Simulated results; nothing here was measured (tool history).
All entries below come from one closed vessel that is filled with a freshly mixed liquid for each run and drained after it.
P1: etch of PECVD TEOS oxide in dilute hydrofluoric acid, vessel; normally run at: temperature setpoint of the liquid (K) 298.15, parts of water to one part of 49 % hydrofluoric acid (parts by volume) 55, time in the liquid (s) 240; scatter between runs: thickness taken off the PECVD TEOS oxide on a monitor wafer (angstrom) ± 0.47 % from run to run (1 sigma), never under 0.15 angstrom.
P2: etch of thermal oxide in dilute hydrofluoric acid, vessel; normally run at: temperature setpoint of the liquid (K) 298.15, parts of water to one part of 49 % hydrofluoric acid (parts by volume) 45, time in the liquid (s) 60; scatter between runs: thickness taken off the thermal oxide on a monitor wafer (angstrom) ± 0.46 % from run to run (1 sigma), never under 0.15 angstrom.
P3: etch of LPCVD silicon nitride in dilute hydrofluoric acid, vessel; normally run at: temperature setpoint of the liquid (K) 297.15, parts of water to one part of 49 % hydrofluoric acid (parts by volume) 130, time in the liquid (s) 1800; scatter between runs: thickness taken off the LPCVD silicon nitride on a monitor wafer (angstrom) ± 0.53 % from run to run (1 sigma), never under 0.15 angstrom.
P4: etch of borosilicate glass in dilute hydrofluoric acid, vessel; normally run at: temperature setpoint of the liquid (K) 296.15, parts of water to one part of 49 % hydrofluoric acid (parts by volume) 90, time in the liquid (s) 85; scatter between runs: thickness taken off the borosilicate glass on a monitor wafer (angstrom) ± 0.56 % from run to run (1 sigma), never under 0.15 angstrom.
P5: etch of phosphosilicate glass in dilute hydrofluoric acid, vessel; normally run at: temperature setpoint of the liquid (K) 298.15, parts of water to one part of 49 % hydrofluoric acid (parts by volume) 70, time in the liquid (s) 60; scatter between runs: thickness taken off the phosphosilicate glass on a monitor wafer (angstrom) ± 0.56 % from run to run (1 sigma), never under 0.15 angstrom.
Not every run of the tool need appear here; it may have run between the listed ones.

run   hour  process that ran  temperature setpoint of the liquid (K)  parts of water to one part of 49 % hydrofluoric acid (parts by volume)  time in the liquid (s)  hours since the thermometer was replaced  hours since the hydrofluoric acid flow meter was replaced  thickness taken off the PECVD TEOS oxide on a monitor wafer (angstrom)  thickness taken off the phosphosilicate glass on a monitor wafer (angstrom)  thickness taken off the thermal oxide on a monitor wafer (angstrom)  thickness taken off the LPCVD silicon nitride on a monitor wafer (angstrom)  thickness taken off the borosilicate glass on a monitor wafer (angstrom)
  1   11.3                P1                                  298.15                                                                      55                     240                                       497                                                      568.6                                                                  444.85
  2   25.2                P1                                  305.15                                                                      55                     240                                     510.9                                                      582.5                                                                  590.83
  3   37.7                P5                                  298.15                                                                     100                      60                                     523.4                                                        595                                                                                                                                               377.62
  4     49                P2                                  298.15                                                                      45                     115                                     534.7                                                      606.3                                                                                                                                                                                                                    131.52
  5   64.4                P3                                  297.15                                                                     130                    3100                                     550.1                                                      621.7                                                                                                                                                                                                                                                                                                 102.48
  6   73.9                P2                                  298.15                                                                      45                      60                                     559.6                                                      631.2                                                                                                                                                                                                                    68.884
  7   84.6                P4                                  296.15                                                                     155                      85                                     570.3                                                      641.9                                                                                                                                                                                                                                                                                                                                                                           104.02
  8  100.1                P1                                  298.15                                                                      55                     240                                     585.8                                                      657.4                                                                  446.09
  9  117.1                P3                                  297.15                                                                      30                    1800                                     602.8                                                      674.4                                                                                                                                                                                                                                                                                                 249.62
 10  134.7                P1                                  298.15                                                                      55                     240                                     620.4                                                        692                                                                  447.31
     140.6  -- hydrofluoric acid flow meter replaced
 11  147.1                P1                                  298.15                                                                      55                     240                                     632.8                                                        6.6                                                                  448.21
 12    163                P2                                  291.15                                                                      45                      60                                     648.7                                                       22.5                                                                                                                                                                                                                    51.101
 13  175.5                P4                                  302.15                                                                      90                      85                                     661.2                                                         35                                                                                                                                                                                                                                                                                                                                                                           247.78
 14  191.6                P4                                  296.15                                                                      90                      85                                     677.3                                                       51.1                                                                                                                                                                                                                                                                                                                                                                           192.24
 15  206.2                P4                                  296.15                                                                      90                      85                                     691.9                                                       65.7                                                                                                                                                                                                                                                                                                                                                                           191.74
 16  222.2                P5                                  298.15                                                                      70                      60                                     707.9                                                       81.7                                                                                                                                               559.62
 17  233.7                P1                                  298.15                                                                      55                      30                                     719.4                                                       93.2                                                                  55.629
 18  242.9                P3                                  297.15                                                                     130                    1800                                     728.6                                                      102.4                                                                                                                                                                                                                                                                                                 59.337
 19  255.9                P5                                  304.65                                                                      70                      60                                     741.6                                                      115.4                                                                                                                                               716.52
 20  268.6                P1                                  298.15                                                                      55                     240                                     754.3                                                      128.1                                                                  452.64
 21    279                P1                                  290.65                                                                      55                     240                                     764.7                                                      138.5                                                                  330.19
 22  292.7                P5                                  298.15                                                                      70                      30                                     778.4                                                      152.2                                                                                                                                               277.94
 23  304.5                P1                                  298.15                                                                      20                     365                                     790.2                                                        164                                                                  1966.8
 24  317.6                P3                                  297.15                                                                     130                    1800                                     803.3                                                      177.1                                                                                                                                                                                                                                                                                                 59.385
 25  329.8                P2                                  298.15                                                                      20                      60                                     815.5                                                      189.3                                                                                                                                                                                                                    159.49
 26  345.5                P1                                  298.15                                                                      55                     240                                     831.2                                                        205                                                                  445.01
 27  353.9                P4                                  296.15                                                                      90                      35                                     839.6                                                      213.4                                                                                                                                                                                                                                                                                                                                                                           80.342
 28  371.3                P1                                  298.15                                                                      55                     445                                       857                                                      230.8                                                                  824.77
 29  385.1                P1                                  302.65                                                                      55                     345                                     870.8                                                      244.6                                                                  772.23
 30  402.9                P1                                  298.15                                                                      80                     240                                     888.6                                                      262.4                                                                  297.75
 31    416                P1                                  298.15                                                                      30                     240                                     901.7                                                      275.5                                                                  850.07
 32  433.3                P5                                  298.15                                                                      70                      60                                       919                                                      292.8                                                                                                                                               554.25
 33  446.3                P3                                  304.65                                                                     130                    1800                                       932                                                      305.8                                                                                                                                                                                                                                                                                                 95.666
 34    462                P1                                  298.15                                                                      35                     460                                     947.7                                                      321.5                                                                  1380.5
 35  478.2                P1                                  298.15                                                                      55                     240                                     963.9                                                      337.7                                                                  445.28
 36  491.1                P1                                  298.15                                                                      55                     240                                     976.8                                                      350.6                                                                  428.33
 37    508                P1                                  298.15                                                                      55                     240                                     993.7                                                      367.5                                                                  414.41
 38    525                P1                                  298.15                                                                      55                     240                                    1010.7                                                      384.5                                                                  411.86
 39    540                P1                                  298.15                                                                      55                     240                                    1025.7                                                      399.5                                                                  407.24
 40  551.5                P1                                  298.15                                                                      55                     240                                    1037.2                                                        411                                                                  410.11
 41    569                P1                                  298.15                                                                      55                     240                                    1054.7                                                      428.5                                                                  407.38

What P1 gives has crept away from where it was. These 2 causes fit the log equally well, each at the size given:
A: liquid colder than its thermometer reads (K) = 2.24
B: hydrofluoric acid flow below the setpoint (%) = 8.16
The process output started creeping at around hour 478.2.

Question marks stand in for the results of the 4 check runs listed below, each run on one wafer. Under which run would the listed causes show clearly different results?
check 1  586.5                P2                                  298.15                                                                      25                     110                                                                                                                                                                                                                                                                                                                              ?
check 2  586.5                P5                                  304.15                                                                      70                      60                                                                                                                                                                                                                                                         ?
check 3  586.5                P4                                  300.15                                                                      90                      45                                                                                                                                                                                                                                                                                                                                                                                                                                                                                     ?
check 4  586.5                P3                                  297.15                                                                      65                    2725                                                                                                                                                                                                                                                                                                                                                                                                           ?

Expected result of each check under each candidate cause:
  check                                                                       result    if A    if B
check 1          thickness taken off the thermal oxide on a monitor wafer (angstrom)  212.29  213.58
check 2  thickness taken off the phosphosilicate glass on a monitor wafer (angstrom)  643.75   638.5
check 3     thickness taken off the borosilicate glass on a monitor wafer (angstrom)  109.89  109.02
check 4  thickness taken off the LPCVD silicon nitride on a monitor wafer (angstrom)  153.59  164.31
Smallest distance between any two causes, each pair judged by its most separating result, in per cent: check 1 0.61 %; check 2 0.82 %; check 3 0.79 %; check 4 6.75 %
Only check 4 tells the causes apart: in the others they would give nearly the same result.

Running check 4 produced the following: thickness taken off the LPCVD silicon nitride on a monitor wafer (angstrom) 153.8. Which one of the listed causes fits?

It was cause A: liquid colder than its thermometer reads (K).
